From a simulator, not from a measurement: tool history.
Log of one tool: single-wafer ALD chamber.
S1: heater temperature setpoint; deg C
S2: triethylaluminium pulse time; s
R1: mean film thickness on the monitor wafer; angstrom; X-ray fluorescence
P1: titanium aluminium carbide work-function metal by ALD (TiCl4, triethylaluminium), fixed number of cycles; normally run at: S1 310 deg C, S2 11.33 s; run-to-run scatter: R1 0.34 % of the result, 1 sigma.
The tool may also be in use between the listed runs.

run,hour,S1,S2,R1
1,14,310,11.33,21.396
2,29.5,310,11.33,21.463
3,39.5,291,4.91,16.494
4,51.8,310,6.23,19.458
5,64.8,310,11.33,21.553
6,79.8,310,11.33,21.368
7,89.8,300,5.09,17.523
8,102.8,300,5.66,18.021
9,110.2,310,11.33,21.53
# hour 112.3: triethylaluminium bottle replaced
10,122.7,335,11.33,23.854
11,136.8,289,11.33,19.605
12,153.1,310,16.64,21.865
13,160.8,310,11.33,21.473
14,176.2,310,11.33,21.251
15,187.4,310,11.33,21.366
16,196.7,310,11.33,21.285
17,209.8,310,11.33,21.344
18,217.1,310,11.33,21.042
19,227.1,310,11.33,21.007
20,240.1,310,11.33,21.05

The next listed run, before its measurement:
21,254.4,310,11.33,?

R1: 21.182 angstrom
